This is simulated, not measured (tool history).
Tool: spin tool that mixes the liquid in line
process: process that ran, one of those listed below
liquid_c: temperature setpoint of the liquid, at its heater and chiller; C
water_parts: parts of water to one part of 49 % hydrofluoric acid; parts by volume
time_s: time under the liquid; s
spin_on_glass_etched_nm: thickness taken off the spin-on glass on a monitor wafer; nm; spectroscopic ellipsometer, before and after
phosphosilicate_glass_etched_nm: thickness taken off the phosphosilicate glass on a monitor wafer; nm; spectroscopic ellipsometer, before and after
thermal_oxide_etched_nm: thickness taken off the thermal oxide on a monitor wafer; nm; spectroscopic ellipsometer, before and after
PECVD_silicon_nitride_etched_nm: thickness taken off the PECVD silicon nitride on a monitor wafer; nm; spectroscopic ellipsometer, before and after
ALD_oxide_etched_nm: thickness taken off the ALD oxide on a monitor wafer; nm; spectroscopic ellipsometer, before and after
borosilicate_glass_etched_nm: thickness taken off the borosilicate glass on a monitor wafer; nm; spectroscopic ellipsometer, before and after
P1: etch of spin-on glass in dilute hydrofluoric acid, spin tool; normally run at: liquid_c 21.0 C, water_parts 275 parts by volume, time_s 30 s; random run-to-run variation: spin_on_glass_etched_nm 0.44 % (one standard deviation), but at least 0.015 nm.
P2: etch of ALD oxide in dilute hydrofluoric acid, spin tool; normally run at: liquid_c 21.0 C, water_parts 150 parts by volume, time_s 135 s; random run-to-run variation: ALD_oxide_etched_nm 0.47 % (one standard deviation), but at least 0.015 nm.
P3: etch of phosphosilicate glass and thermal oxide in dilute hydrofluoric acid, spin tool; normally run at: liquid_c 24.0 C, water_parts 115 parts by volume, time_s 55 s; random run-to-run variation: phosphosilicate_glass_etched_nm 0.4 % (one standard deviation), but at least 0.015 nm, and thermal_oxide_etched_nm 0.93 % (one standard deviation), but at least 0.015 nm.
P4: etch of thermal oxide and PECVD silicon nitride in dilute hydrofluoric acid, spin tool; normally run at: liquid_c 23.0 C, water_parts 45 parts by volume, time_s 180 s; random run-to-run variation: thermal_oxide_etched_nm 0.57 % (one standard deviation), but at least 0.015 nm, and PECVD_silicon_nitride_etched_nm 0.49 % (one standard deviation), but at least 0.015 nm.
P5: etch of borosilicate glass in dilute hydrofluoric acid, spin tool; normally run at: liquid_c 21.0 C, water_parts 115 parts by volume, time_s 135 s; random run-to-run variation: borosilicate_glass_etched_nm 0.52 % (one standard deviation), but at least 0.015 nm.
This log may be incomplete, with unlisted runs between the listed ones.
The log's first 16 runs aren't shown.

run	day	process	liquid_c	water_parts	time_s	hours since the thermometer was replaced	hours since the hydrofluoric acid flow meter was replaced	spin_on_glass_etched_nm	phosphosilicate_glass_etched_nm	thermal_oxide_etched_nm	PECVD_silicon_nitride_etched_nm	ALD_oxide_etched_nm	borosilicate_glass_etched_nm
17	4.267	P4	23.0	20	180	1123.7	1553.3			43.1990	22.088		
18	4.429	P2	21.0	150	135	1127.6	1557.2					21.1320	
19	4.746	P2	24.5	150	135	1135.2	1564.8					24.2860	
20	5.067	P1	21.0	90	55	1142.9	1572.5	32.3180					
21	5.275	P1	21.0	275	30	1147.9	1577.5	4.7788					
22	5.546	P1	21.0	275	30	1154.4	1584.0	4.8087					
23	5.825	P5	26.5	115	135	1161.1	1590.7						44.785
24	5.971	P5	21.0	115	50	1164.6	1594.2						13.360

Run 25, settings as shown, results not yet in. Your forecast:
25	6.267	P3	24.0	40	55	1171.7	1601.3		?	?			

{"run 25": {"phosphosilicate_glass_etched_nm": 183.42, "thermal_oxide_etched_nm": 7.305}}

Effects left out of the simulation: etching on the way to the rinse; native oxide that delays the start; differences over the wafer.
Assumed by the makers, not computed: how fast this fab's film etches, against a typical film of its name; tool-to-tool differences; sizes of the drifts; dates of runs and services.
